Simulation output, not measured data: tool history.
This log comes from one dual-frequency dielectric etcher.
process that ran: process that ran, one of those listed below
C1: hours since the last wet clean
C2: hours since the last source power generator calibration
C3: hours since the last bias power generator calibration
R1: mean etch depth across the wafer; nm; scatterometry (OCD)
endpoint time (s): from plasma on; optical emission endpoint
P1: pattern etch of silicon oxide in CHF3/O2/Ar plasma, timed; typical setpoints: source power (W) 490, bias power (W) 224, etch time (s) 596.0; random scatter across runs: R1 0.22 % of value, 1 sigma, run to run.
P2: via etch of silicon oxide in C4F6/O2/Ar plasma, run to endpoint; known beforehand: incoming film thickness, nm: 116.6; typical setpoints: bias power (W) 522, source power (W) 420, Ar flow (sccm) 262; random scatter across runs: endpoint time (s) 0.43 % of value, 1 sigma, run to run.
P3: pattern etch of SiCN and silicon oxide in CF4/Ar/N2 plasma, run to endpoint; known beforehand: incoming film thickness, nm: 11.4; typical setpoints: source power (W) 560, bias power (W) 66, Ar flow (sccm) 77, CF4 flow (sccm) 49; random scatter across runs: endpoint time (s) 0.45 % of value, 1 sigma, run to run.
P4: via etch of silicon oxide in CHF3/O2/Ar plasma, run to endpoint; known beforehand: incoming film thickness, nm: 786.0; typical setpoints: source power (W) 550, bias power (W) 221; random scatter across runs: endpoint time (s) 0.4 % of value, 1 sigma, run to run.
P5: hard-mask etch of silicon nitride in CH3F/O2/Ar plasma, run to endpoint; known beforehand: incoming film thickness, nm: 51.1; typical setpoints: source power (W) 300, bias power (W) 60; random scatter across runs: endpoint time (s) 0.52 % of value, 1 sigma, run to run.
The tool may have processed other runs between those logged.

run 1 day=0.400 | process_that_ran=P1 source_power_(W)=490 bias_power_(W)=224 etch_time_(s)=596.0 | C1=235.1 C2=2468.1 C3=2493.8 | R1=1170.00
run 2 day=0.754 | process_that_ran=P1 source_power_(W)=490 bias_power_(W)=224 etch_time_(s)=596.0 | C1=243.6 C2=2476.6 C3=2502.3 | R1=1168.90
run 3 day=1.012 | process_that_ran=P1 source_power_(W)=490 bias_power_(W)=224 etch_time_(s)=439.5 | C1=249.8 C2=2482.8 C3=2508.5 | R1=859.92
run 4 day=1.200 | process_that_ran=P3 source_power_(W)=560 bias_power_(W)=66 Ar_flow_(sccm)=106 CF4_flow_(sccm)=49 | C1=254.3 C2=2487.3 C3=2513.0 | endpoint_time_(s)=11.8840
run 5 day=1.588 | process_that_ran=P4 source_power_(W)=550 bias_power_(W)=221 | C1=263.6 C2=2496.6 C3=2522.3 | endpoint_time_(s)=386.0400
run 6 day=1.958 | process_that_ran=P2 source_power_(W)=420 bias_power_(W)=522 Ar_flow_(sccm)=262 | C1=272.5 C2=2505.5 C3=2531.2 | endpoint_time_(s)=25.1080
run 7 day=2.167 | process_that_ran=P1 source_power_(W)=490 bias_power_(W)=224 etch_time_(s)=795.0 | C1=277.5 C2=2510.5 C3=2536.2 | R1=1561.80
run 8 day=2.550 | process_that_ran=P3 source_power_(W)=560 bias_power_(W)=66 Ar_flow_(sccm)=77 CF4_flow_(sccm)=30 | C1=286.7 C2=2519.7 C3=2545.4 | endpoint_time_(s)=12.1510
run 9 day=2.758 | process_that_ran=P1 source_power_(W)=490 bias_power_(W)=224 etch_time_(s)=596.0 | C1=291.7 C2=2524.7 C3=2550.4 | R1=1170.30
run 10 day=3.038 | process_that_ran=P1 source_power_(W)=490 bias_power_(W)=224 etch_time_(s)=596.0 | C1=298.4 C2=2531.4 C3=2557.1 | R1=1172.10
run 11 day=3.442 | process_that_ran=P1 source_power_(W)=490 bias_power_(W)=224 etch_time_(s)=596.0 | C1=308.1 C2=2541.1 C3=2566.8 | R1=1166.90
run 12 day=3.679 | process_that_ran=P3 source_power_(W)=560 bias_power_(W)=66 Ar_flow_(sccm)=77 CF4_flow_(sccm)=49 | C1=313.8 C2=2546.8 C3=2572.5 | endpoint_time_(s)=11.2070
run 13 day=4.021 | process_that_ran=P5 source_power_(W)=430 bias_power_(W)=60 | C1=322.0 C2=2555.0 C3=2580.7 | endpoint_time_(s)=78.7970
run 14 day=4.271 | process_that_ran=P1 source_power_(W)=680 bias_power_(W)=224 etch_time_(s)=596.0 | C1=328.0 C2=2561.0 C3=2586.7 | R1=1321.00
run 15 day=4.625 | process_that_ran=P1 source_power_(W)=490 bias_power_(W)=136 etch_time_(s)=749.0 | C1=336.5 C2=2569.5 C3=2595.2 | R1=1235.30
run 16 day=4.942 | process_that_ran=P2 source_power_(W)=420 bias_power_(W)=522 Ar_flow_(sccm)=371 | C1=344.1 C2=2577.1 C3=2602.8 | endpoint_time_(s)=25.9470
run 17 day=5.242 | process_that_ran=P3 source_power_(W)=770 bias_power_(W)=66 Ar_flow_(sccm)=77 CF4_flow_(sccm)=49 | C1=351.3 C2=2584.3 C3=2610.0 | endpoint_time_(s)=8.4557
run 18 day=5.592 | process_that_ran=P1 source_power_(W)=490 bias_power_(W)=287 etch_time_(s)=596.0 | C1=359.7 C2=2592.7 C3=2618.4 | R1=1279.80
run 19 day=5.838 | process_that_ran=P2 source_power_(W)=420 bias_power_(W)=522 Ar_flow_(sccm)=262 | C1=365.6 C2=2598.6 C3=2624.3 | endpoint_time_(s)=25.1710
run 20 day=6.092 | process_that_ran=P3 source_power_(W)=560 bias_power_(W)=66 Ar_flow_(sccm)=77 CF4_flow_(sccm)=49 | C1=371.7 C2=2604.7 C3=2630.4 | endpoint_time_(s)=11.2100
run 21 day=6.400 | process_that_ran=P1 source_power_(W)=490 bias_power_(W)=180 etch_time_(s)=596.0 | C1=379.1 C2=2612.1 C3=2637.8 | R1=1084.90
run 22 day=6.646 | process_that_ran=P1 source_power_(W)=360 bias_power_(W)=224 etch_time_(s)=596.0 | C1=385.0 C2=2618.0 C3=2643.7 | R1=1038.60
run 23 day=6.904 | process_that_ran=P2 source_power_(W)=420 bias_power_(W)=659 Ar_flow_(sccm)=262 | C1=391.2 C2=2624.2 C3=2649.9 | endpoint_time_(s)=22.9030
run 24 day=7.242 | process_that_ran=P4 source_power_(W)=710 bias_power_(W)=221 | C1=399.3 C2=2632.3 C3=2658.0 | endpoint_time_(s)=347.2800
run 25 day=7.462 | process_that_ran=P5 source_power_(W)=300 bias_power_(W)=60 | C1=404.6 C2=2637.6 C3=2663.3 | endpoint_time_(s)=90.2700
run 26 day=7.858 | process_that_ran=P2 source_power_(W)=510 bias_power_(W)=522 Ar_flow_(sccm)=262 | C1=414.1 C2=2647.1 C3=2672.8 | endpoint_time_(s)=23.3180
run 27 day=8.254 | process_that_ran=P5 source_power_(W)=300 bias_power_(W)=75 | C1=423.6 C2=2656.6 C3=2682.3 | endpoint_time_(s)=83.4770
run 28 day=8.633 | process_that_ran=P4 source_power_(W)=550 bias_power_(W)=168 | C1=432.7 C2=2665.7 C3=2691.4 | endpoint_time_(s)=419.0500
run 29 day=9.033 | process_that_ran=P1 source_power_(W)=490 bias_power_(W)=224 etch_time_(s)=596.0 | C1=442.3 C2=2675.3 C3=2701.0 | R1=1165.50
run 30 day=9.275 | process_that_ran=P3 source_power_(W)=560 bias_power_(W)=47 Ar_flow_(sccm)=77 CF4_flow_(sccm)=49 | C1=448.1 C2=2681.1 C3=2706.8 | endpoint_time_(s)=12.4330
run 31 day=9.462 | process_that_ran=P5 source_power_(W)=300 bias_power_(W)=60 | C1=452.6 C2=2685.6 C3=2711.3 | endpoint_time_(s)=89.9970
run 32 day=9.746 | process_that_ran=P1 source_power_(W)=490 bias_power_(W)=224 etch_time_(s)=596.0 | C1=459.4 C2=2692.4 C3=2718.1 | R1=1168.90
run 33 day=10.117 | process_that_ran=P1 source_power_(W)=490 bias_power_(W)=224 etch_time_(s)=596.0 | C1=468.3 C2=2701.3 C3=2727.0 | R1=1162.00
run 34 day=10.362 | process_that_ran=P1 source_power_(W)=490 bias_power_(W)=224 etch_time_(s)=596.0 | C1=474.2 C2=2707.2 C3=2732.9 | R1=1156.90
run 35 day=10.638 | process_that_ran=P1 source_power_(W)=490 bias_power_(W)=224 etch_time_(s)=596.0 | C1=480.8 C2=2713.8 C3=2739.5 | R1=1152.80
-- day=10.933 wet clean of the chamber
run 36 day=11.046 | process_that_ran=P1 source_power_(W)=490 bias_power_(W)=224 etch_time_(s)=596.0 | C1=2.7 C2=2723.6 C3=2749.3 | R1=1156.00
run 37 day=11.438 | process_that_ran=P1 source_power_(W)=490 bias_power_(W)=224 etch_time_(s)=596.0 | C1=12.1 C2=2733.0 C3=2758.7 | R1=1148.80
run 38 day=11.850 | process_that_ran=P1 source_power_(W)=490 bias_power_(W)=224 etch_time_(s)=596.0 | C1=22.0 C2=2742.9 C3=2768.6 | R1=1149.10
run 39 day=12.242 | process_that_ran=P1 source_power_(W)=490 bias_power_(W)=224 etch_time_(s)=596.0 | C1=31.4 C2=2752.3 C3=2778.0 | R1=1144.90
run 40 day=12.492 | process_that_ran=P1 source_power_(W)=490 bias_power_(W)=224 etch_time_(s)=596.0 | C1=37.4 C2=2758.3 C3=2784.0 | R1=1148.50

P1 no longer gives what it gave before; its output has crept away from where it was. The following 2 causes, each at its listed size, fit the log equally well:
A: source power that arrives under what is set, % = 4.33
B: bias power that arrives under what is set, % = 4.6
The drift started at roughly day 9.746.
The rest of the possible causes, and what rules out each one:
chamber walls in a state that lowers the etch rate, %: was serviced at day 10.933, once the creep was under way, yet the earlier output never came back

Each of the check runs listed below is run on 2 wafers and reports their average, with the results left as question marks. Pick the one under which the possible causes would lead to clearly different results.
run check 1 day=12.742 | process_that_ran=P5 source_power_(W)=300 bias_power_(W)=60 | endpoint_time_(s)=?
run check 2 day=12.742 | process_that_ran=P3 source_power_(W)=560 bias_power_(W)=66 Ar_flow_(sccm)=77 CF4_flow_(sccm)=49 | endpoint_time_(s)=?
run check 3 day=12.742 | process_that_ran=P2 source_power_(W)=420 bias_power_(W)=522 Ar_flow_(sccm)=262 | endpoint_time_(s)=?
run check 4 day=12.742 | process_that_ran=P4 source_power_(W)=550 bias_power_(W)=221 | endpoint_time_(s)=?

If the cause were each of the candidates in turn, the checks would give the following:
check=check_1 result=endpoint_time_(s) if_A=91.5660 if_B=91.4630
check=check_2 result=endpoint_time_(s) if_A=11.6660 if_B=11.3930
check=check_3 result=endpoint_time_(s) if_A=25.5170 if_B=25.5500
check=check_4 result=endpoint_time_(s) if_A=389.4700 if_B=389.3800
Separation of the two closest causes in each check, using whichever result separates them best: check 1 0.11 %; check 2 2.37 %; check 3 0.13 %; check 4 0.02 %
Of the check runs offered, only check 2 discriminates between the causes; the rest would read about the same regardless of which cause applies.

Then check 2 was run and gave: endpoint time (s) 11.6590. Which cause is it?

The cause is A: source power that arrives under what is set, %.
